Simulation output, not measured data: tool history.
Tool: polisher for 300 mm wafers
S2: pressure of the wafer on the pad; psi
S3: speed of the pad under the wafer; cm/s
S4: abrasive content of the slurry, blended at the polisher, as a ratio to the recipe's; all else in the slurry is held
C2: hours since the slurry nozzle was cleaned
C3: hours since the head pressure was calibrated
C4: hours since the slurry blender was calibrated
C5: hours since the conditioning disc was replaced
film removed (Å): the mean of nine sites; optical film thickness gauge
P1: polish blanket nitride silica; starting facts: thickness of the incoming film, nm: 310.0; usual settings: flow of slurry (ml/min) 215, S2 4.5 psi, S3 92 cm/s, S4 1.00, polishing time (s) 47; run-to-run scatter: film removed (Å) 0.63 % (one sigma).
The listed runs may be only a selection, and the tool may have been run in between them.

run 1 hour=16.5 | flow_of_slurry_(ml/min)=215 S2=4.5 S3=92 S4=1.00 polishing_time_(s)=47 | wafers_polished_on_this_pad=462 C2=338.7 C3=615.4 C4=332.1 C5=100.2 | film_removed_(Å)=365.56
run 2 hour=30.6 | flow_of_slurry_(ml/min)=215 S2=4.5 S3=92 S4=1.00 polishing_time_(s)=47 | wafers_polished_on_this_pad=629 C2=352.8 C3=629.5 C4=346.2 C5=114.3 | film_removed_(Å)=363.36
run 3 hour=46.8 | flow_of_slurry_(ml/min)=215 S2=4.5 S3=92 S4=1.00 polishing_time_(s)=71 | wafers_polished_on_this_pad=821 C2=369.0 C3=645.7 C4=362.4 C5=130.5 | film_removed_(Å)=552.99
run 4 hour=60.9 | flow_of_slurry_(ml/min)=215 S2=4.5 S3=128 S4=1.00 polishing_time_(s)=47 | wafers_polished_on_this_pad=988 C2=383.1 C3=659.8 C4=376.5 C5=144.6 | film_removed_(Å)=475.85
run 5 hour=71.2 | flow_of_slurry_(ml/min)=215 S2=4.5 S3=92 S4=1.00 polishing_time_(s)=47 | wafers_polished_on_this_pad=1110 C2=393.4 C3=670.1 C4=386.8 C5=154.9 | film_removed_(Å)=365.27
run 6 hour=80.7 | flow_of_slurry_(ml/min)=215 S2=4.5 S3=42 S4=1.00 polishing_time_(s)=47 | wafers_polished_on_this_pad=1223 C2=402.9 C3=679.6 C4=396.3 C5=164.4 | film_removed_(Å)=196.55
-- hour=84.8 conditioning disc replaced and pad reconditioned
run 7 hour=92.2 | flow_of_slurry_(ml/min)=130 S2=4.5 S3=42 S4=1.00 polishing_time_(s)=47 | wafers_polished_on_this_pad=1359 C2=414.4 C3=691.1 C4=407.8 C5=7.5 | film_removed_(Å)=177.89
-- hour=96.7 head pressure recalibrated
run 8 hour=108.1 | flow_of_slurry_(ml/min)=215 S2=4.5 S3=92 S4=1.00 polishing_time_(s)=24 | wafers_polished_on_this_pad=1547 C2=430.3 C3=11.4 C4=423.7 C5=23.4 | film_removed_(Å)=188.89
run 9 hour=116.6 | flow_of_slurry_(ml/min)=215 S2=6.6 S3=92 S4=1.00 polishing_time_(s)=47 | wafers_polished_on_this_pad=1648 C2=438.8 C3=19.9 C4=432.2 C5=31.9 | film_removed_(Å)=530.04
-- hour=123.7 slurry blender recalibrated
run 10 hour=126.1 | flow_of_slurry_(ml/min)=215 S2=4.5 S3=92 S4=0.55 polishing_time_(s)=47 | wafers_polished_on_this_pad=1760 C2=448.3 C3=29.4 C4=2.5 C5=41.4 | film_removed_(Å)=265.50
run 11 hour=142.0 | flow_of_slurry_(ml/min)=305 S2=4.5 S3=92 S4=1.00 polishing_time_(s)=47 | wafers_polished_on_this_pad=1949 C2=464.2 C3=45.3 C4=18.4 C5=57.3 | film_removed_(Å)=374.58
run 12 hour=152.4 | flow_of_slurry_(ml/min)=215 S2=4.5 S3=92 S4=1.00 polishing_time_(s)=47 | wafers_polished_on_this_pad=2072 C2=474.6 C3=55.7 C4=28.8 C5=67.7 | film_removed_(Å)=363.80
run 13 hour=163.7 | flow_of_slurry_(ml/min)=215 S2=4.5 S3=92 S4=1.40 polishing_time_(s)=47 | wafers_polished_on_this_pad=2206 C2=485.9 C3=67.0 C4=40.1 C5=79.0 | film_removed_(Å)=417.07
run 14 hour=173.0 | flow_of_slurry_(ml/min)=130 S2=4.5 S3=92 S4=1.00 polishing_time_(s)=47 | wafers_polished_on_this_pad=2316 C2=495.2 C3=76.3 C4=49.4 C5=88.3 | film_removed_(Å)=336.50
run 15 hour=185.3 | flow_of_slurry_(ml/min)=215 S2=4.5 S3=68 S4=1.00 polishing_time_(s)=22 | wafers_polished_on_this_pad=2462 C2=507.5 C3=88.6 C4=61.7 C5=100.6 | film_removed_(Å)=134.16
run 16 hour=196.6 | flow_of_slurry_(ml/min)=215 S2=4.5 S3=92 S4=1.00 polishing_time_(s)=47 | wafers_polished_on_this_pad=2596 C2=518.8 C3=99.9 C4=73.0 C5=111.9 | film_removed_(Å)=363.83
run 17 hour=206.6 | flow_of_slurry_(ml/min)=215 S2=4.5 S3=92 S4=1.00 polishing_time_(s)=47 | wafers_polished_on_this_pad=2714 C2=528.8 C3=109.9 C4=83.0 C5=121.9 | film_removed_(Å)=366.78
run 18 hour=220.8 | flow_of_slurry_(ml/min)=215 S2=2.3 S3=92 S4=1.00 polishing_time_(s)=47 | wafers_polished_on_this_pad=2882 C2=543.0 C3=124.1 C4=97.2 C5=136.1 | film_removed_(Å)=184.65
run 19 hour=233.9 | flow_of_slurry_(ml/min)=135 S2=5.8 S3=92 S4=1.00 polishing_time_(s)=47 | wafers_polished_on_this_pad=3038 C2=556.1 C3=137.2 C4=110.3 C5=149.2 | film_removed_(Å)=434.17
run 20 hour=245.9 | flow_of_slurry_(ml/min)=215 S2=4.5 S3=92 S4=1.00 polishing_time_(s)=47 | wafers_polished_on_this_pad=3180 C2=568.1 C3=149.2 C4=122.3 C5=161.2 | film_removed_(Å)=366.98
run 21 hour=261.3 | flow_of_slurry_(ml/min)=215 S2=4.5 S3=92 S4=1.00 polishing_time_(s)=47 | wafers_polished_on_this_pad=3362 C2=583.5 C3=164.6 C4=137.7 C5=176.6 | film_removed_(Å)=356.68
run 22 hour=276.1 | flow_of_slurry_(ml/min)=215 S2=4.5 S3=92 S4=1.00 polishing_time_(s)=47 | wafers_polished_on_this_pad=3537 C2=598.3 C3=179.4 C4=152.5 C5=191.4 | film_removed_(Å)=347.21
run 23 hour=289.4 | flow_of_slurry_(ml/min)=215 S2=4.5 S3=92 S4=1.00 polishing_time_(s)=47 | wafers_polished_on_this_pad=3695 C2=611.6 C3=192.7 C4=165.8 C5=204.7 | film_removed_(Å)=337.66
-- hour=298.2 head pressure recalibrated
run 24 hour=300.1 | flow_of_slurry_(ml/min)=215 S2=4.5 S3=92 S4=1.00 polishing_time_(s)=47 | wafers_polished_on_this_pad=3822 C2=622.3 C3=1.9 C4=176.5 C5=215.4 | film_removed_(Å)=338.32
-- hour=302.0 slurry nozzle cleaned
run 25 hour=312.1 | flow_of_slurry_(ml/min)=215 S2=4.5 S3=92 S4=1.00 polishing_time_(s)=47 | wafers_polished_on_this_pad=3964 C2=10.2 C3=13.9 C4=188.5 C5=227.4 | film_removed_(Å)=337.72
-- hour=319.6 conditioning disc replaced and pad reconditioned
run 26 hour=328.8 | flow_of_slurry_(ml/min)=215 S2=4.5 S3=92 S4=1.00 polishing_time_(s)=47 | wafers_polished_on_this_pad=4162 C2=26.9 C3=30.6 C4=205.2 C5=9.2 | film_removed_(Å)=335.78
run 27 hour=344.9 | flow_of_slurry_(ml/min)=215 S2=4.5 S3=92 S4=1.00 polishing_time_(s)=47 | wafers_polished_on_this_pad=4353 C2=43.0 C3=46.7 C4=221.3 C5=25.3 | film_removed_(Å)=332.29
run 28 hour=360.8 | flow_of_slurry_(ml/min)=215 S2=4.5 S3=92 S4=1.00 polishing_time_(s)=47 | wafers_polished_on_this_pad=4541 C2=58.9 C3=62.6 C4=237.2 C5=41.2 | film_removed_(Å)=335.68

Compared with where it was, what P1 gives has crept away. Each cause listed below fits the log as well as the rest, at the size given for it:
A: abrasive missing from the slurry, % = 16.4
B: removal rate lost through wear of the pad, % = 8.19
Creep in the process output first set in at about hour 245.9.
Other possible causes, and why each is ruled out:
slurry flow missing at the pad, %: maintenance at hour 302.0, after the shift began, did not return the process to its former output
head's pressure below its setpoint, %: maintenance at hour 298.2, after the shift began, did not return the process to its former output
time polished since the conditioner stopped cutting, s: maintenance at hour 319.6, after the shift began, did not return the process to its former output

Which of the 4 check runs listed below, each an average over 3 wafers with its results shown as question marks, gives clearly different results under the different listed causes?
run check 1 hour=376.7 | flow_of_slurry_(ml/min)=130 S2=4.5 S3=92 S4=1.00 polishing_time_(s)=66 | film_removed_(Å)=?
run check 2 hour=376.7 | flow_of_slurry_(ml/min)=265 S2=4.5 S3=92 S4=0.55 polishing_time_(s)=47 | film_removed_(Å)=?
run check 3 hour=376.7 | flow_of_slurry_(ml/min)=215 S2=4.5 S3=72 S4=1.00 polishing_time_(s)=68 | film_removed_(Å)=?
run check 4 hour=376.7 | flow_of_slurry_(ml/min)=215 S2=4.5 S3=92 S4=1.00 polishing_time_(s)=33 | film_removed_(Å)=?

Check results expected under each cause:
check=check_1 result=film_removed_(Å) if_A=434.14 if_B=434.12
check=check_2 result=film_removed_(Å) if_A=243.16 if_B=249.63
check=check_3 result=film_removed_(Å) if_A=397.88 if_B=397.86
check=check_4 result=film_removed_(Å) if_A=234.92 if_B=234.91
Smallest distance between any two causes, each pair judged by its most separating result, in per cent: check 1 0 %; check 2 2.62 %; check 3 0 %; check 4 0 %
Only check 2 tells the causes apart: in the others they would give nearly the same result.

Then check 2 was run and gave: film removed (Å) 248.26. Which cause is it?

B is the cause: removal rate lost through wear of the pad, %.

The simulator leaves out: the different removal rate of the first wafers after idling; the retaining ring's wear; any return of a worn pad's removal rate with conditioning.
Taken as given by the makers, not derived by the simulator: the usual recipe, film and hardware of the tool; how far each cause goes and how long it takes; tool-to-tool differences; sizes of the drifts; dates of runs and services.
